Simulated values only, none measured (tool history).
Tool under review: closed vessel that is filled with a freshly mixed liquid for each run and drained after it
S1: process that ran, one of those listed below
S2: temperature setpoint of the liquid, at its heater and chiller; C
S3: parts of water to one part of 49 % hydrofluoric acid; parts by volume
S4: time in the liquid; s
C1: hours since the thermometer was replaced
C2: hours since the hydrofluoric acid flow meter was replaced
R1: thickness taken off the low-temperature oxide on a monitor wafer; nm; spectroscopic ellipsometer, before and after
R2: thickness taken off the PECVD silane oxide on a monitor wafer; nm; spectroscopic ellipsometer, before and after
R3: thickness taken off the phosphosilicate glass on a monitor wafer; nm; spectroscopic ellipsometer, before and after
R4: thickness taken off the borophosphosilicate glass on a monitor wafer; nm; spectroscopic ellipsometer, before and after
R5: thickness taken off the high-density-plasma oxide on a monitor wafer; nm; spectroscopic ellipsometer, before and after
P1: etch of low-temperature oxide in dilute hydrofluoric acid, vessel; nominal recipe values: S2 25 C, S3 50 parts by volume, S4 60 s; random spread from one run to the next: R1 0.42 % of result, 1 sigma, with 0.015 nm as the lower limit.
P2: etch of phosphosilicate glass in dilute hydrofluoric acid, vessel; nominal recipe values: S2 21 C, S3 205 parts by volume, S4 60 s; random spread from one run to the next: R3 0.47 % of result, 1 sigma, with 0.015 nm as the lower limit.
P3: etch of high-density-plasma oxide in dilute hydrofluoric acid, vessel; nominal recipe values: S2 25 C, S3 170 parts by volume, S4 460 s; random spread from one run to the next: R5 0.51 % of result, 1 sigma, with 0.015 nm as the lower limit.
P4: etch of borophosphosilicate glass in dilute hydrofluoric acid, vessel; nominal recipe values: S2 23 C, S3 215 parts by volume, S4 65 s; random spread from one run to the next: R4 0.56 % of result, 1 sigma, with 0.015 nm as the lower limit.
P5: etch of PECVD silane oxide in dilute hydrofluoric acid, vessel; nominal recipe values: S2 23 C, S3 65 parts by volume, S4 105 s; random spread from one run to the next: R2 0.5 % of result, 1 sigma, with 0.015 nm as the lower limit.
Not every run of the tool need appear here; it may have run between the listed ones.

run 1 hour=3.1 | S1=P1 S2=25 S3=50 S4=60 | C1=818.2 C2=302.7 | R1=29.912
run 2 hour=8.2 | S1=P5 S2=23 S3=40 S4=105 | C1=823.3 C2=307.8 | R2=40.318
run 3 hour=13.3 | S1=P2 S2=25 S3=205 S4=60 | C1=828.4 C2=312.9 | R3=41.865
run 4 hour=16.4 | S1=P1 S2=19 S3=50 S4=60 | C1=831.5 C2=316 | R1=23.342
run 5 hour=20.3 | S1=P4 S2=31 S3=215 S4=65 | C1=835.4 C2=319.9 | R4=27.804
run 6 hour=25.8 | S1=P5 S2=17 S3=65 S4=105 | C1=840.9 C2=325.4 | R2=18.69
run 7 hour=30.2 | S1=P2 S2=21 S3=370 S4=60 | C1=845.3 C2=329.8 | R3=17.198
run 8 hour=35.9 | S1=P1 S2=25 S3=20 S4=35 | C1=851 C2=335.5 | R1=45.552
run 9 hour=40.9 | S1=P1 S2=25 S3=85 S4=60 | C1=856 C2=340.5 | R1=16.846
run 10 hour=44.9 | S1=P1 S2=25 S3=50 S4=30 | C1=860 C2=344.5 | R1=14.924
run 11 hour=49.8 | S1=P1 S2=25 S3=50 S4=60 | C1=864.9 C2=349.4 | R1=30.137
run 12 hour=55.2 | S1=P1 S2=25 S3=30 S4=60 | C1=870.3 C2=354.8 | R1=51.542
run 13 hour=58 | S1=P3 S2=25 S3=170 S4=70 | C1=873.1 C2=357.6 | R5=3.2212
run 14 hour=62.2 | S1=P3 S2=25 S3=40 S4=460 | C1=877.3 C2=361.8 | R5=104.92
run 15 hour=65.4 | S1=P2 S2=21 S3=205 S4=60 | C1=880.5 C2=365 | R3=35.917
run 16 hour=69.9 | S1=P4 S2=23 S3=45 S4=65 | C1=885 C2=369.5 | R4=121.25
run 17 hour=74.5 | S1=P2 S2=21 S3=205 S4=35 | C1=889.6 C2=374.1 | R3=20.968
run 18 hour=79.7 | S1=P1 S2=25 S3=50 S4=60 | C1=894.8 C2=379.3 | R1=29.993
run 19 hour=84.9 | S1=P4 S2=23 S3=215 S4=120 | C1=900 C2=384.5 | R4=37.961
run 20 hour=90.6 | S1=P1 S2=25 S3=50 S4=95 | C1=905.7 C2=390.2 | R1=47.43
run 21 hour=96.2 | S1=P3 S2=25 S3=170 S4=460 | C1=911.3 C2=395.8 | R5=21.001
run 22 hour=101.5 | S1=P1 S2=25 S3=50 S4=60 | C1=916.6 C2=401.1 | R1=30.043
run 23 hour=105.9 | S1=P5 S2=23 S3=65 S4=105 | C1=921 C2=405.5 | R2=23.997
run 24 hour=109.7 | S1=P3 S2=32.5 S3=170 S4=460 | C1=924.8 C2=409.3 | R5=27.592
run 25 hour=115.2 | S1=P5 S2=23 S3=65 S4=30 | C1=930.3 C2=414.8 | R2=6.7781
run 26 hour=119.2 | S1=P1 S2=30.5 S3=50 S4=60 | C1=934.3 C2=418.8 | R1=37.105
run 27 hour=122.4 | S1=P1 S2=17.5 S3=20 S4=60 | C1=937.5 C2=422 | R1=57.131
run 28 hour=125.6 | S1=P4 S2=23 S3=215 S4=65 | C1=940.7 C2=425.2 | R4=20.858
run 29 hour=130.7 | S1=P5 S2=23 S3=65 S4=105 | C1=945.8 C2=430.3 | R2=23.933
run 30 hour=136.1 | S1=P1 S2=25 S3=50 S4=60 | C1=951.2 C2=435.7 | R1=30.072
run 31 hour=141.4 | S1=P1 S2=25 S3=50 S4=60 | C1=956.5 C2=441 | R1=28.858
run 32 hour=145.1 | S1=P1 S2=25 S3=50 S4=60 | C1=960.2 C2=444.7 | R1=28.413
run 33 hour=149.8 | S1=P1 S2=25 S3=50 S4=60 | C1=964.9 C2=449.4 | R1=27.93
run 34 hour=154.8 | S1=P1 S2=25 S3=50 S4=60 | C1=969.9 C2=454.4 | R1=27.721
run 35 hour=160.4 | S1=P1 S2=25 S3=50 S4=60 | C1=975.5 C2=460 | R1=27.484
run 36 hour=164.2 | S1=P1 S2=25 S3=50 S4=60 | C1=979.3 C2=463.8 | R1=27.196
run 37 hour=169 | S1=P1 S2=25 S3=50 S4=60 | C1=984.1 C2=468.6 | R1=27.412
run 38 hour=172.3 | S1=P1 S2=25 S3=50 S4=60 | C1=987.4 C2=471.9 | R1=27.211
run 39 hour=175.2 | S1=P1 S2=25 S3=50 S4=60 | C1=990.3 C2=474.8 | R1=27.393
run 40 hour=179.3 | S1=P1 S2=25 S3=50 S4=60 | C1=994.4 C2=478.9 | R1=26.894
run 41 hour=184 | S1=P1 S2=25 S3=50 S4=60 | C1=999.1 C2=483.6 | R1=27.04

Something has made what P1 gives creep away from where it was; the 2 causes below, each at its own stated size, fit the log equally well:
A: liquid colder than its thermometer reads (K) = 2.4
B: hydrofluoric acid flow below the setpoint (%) = 8.8
The creep began at about hour 136.1.

Consider the 4 check runs below, whose results appear as question marks and each of which averages 2 wafers. Which one distinguishes the causes, in that each cause would give it a clearly different result?
run check 1 hour=188.7 | S1=P4 S2=23 S3=45 S4=115 | R4=?
run check 2 hour=188.7 | S1=P5 S2=23 S3=45 S4=55 | R2=?
run check 3 hour=188.7 | S1=P3 S2=25 S3=40 S4=460 | R5=?
run check 4 hour=188.7 | S1=P2 S2=21 S3=315 S4=60 | R3=?

What every check run would give for each of its results, assuming each possible cause in turn:
check=check_1 result=R4 if_A=193.92 if_B=194.54
check=check_2 result=R2 if_A=16.794 if_B=16.847
check=check_3 result=R5 if_A=95.588 if_B=95.809
check=check_4 result=R3 if_A=19.434 if_B=18.822
Minimum pairwise separation of causes per check, each pair taken at its best-separating result: check 1 0.32 %; check 2 0.32 %; check 3 0.23 %; check 4 3.2 %
Only check 4 tells the causes apart: in the others they would give nearly the same result.

The results of check 4 are: R3 18.732 nm. Based on these, which of the listed causes is it?

It was cause B: hydrofluoric acid flow below the setpoint (%).
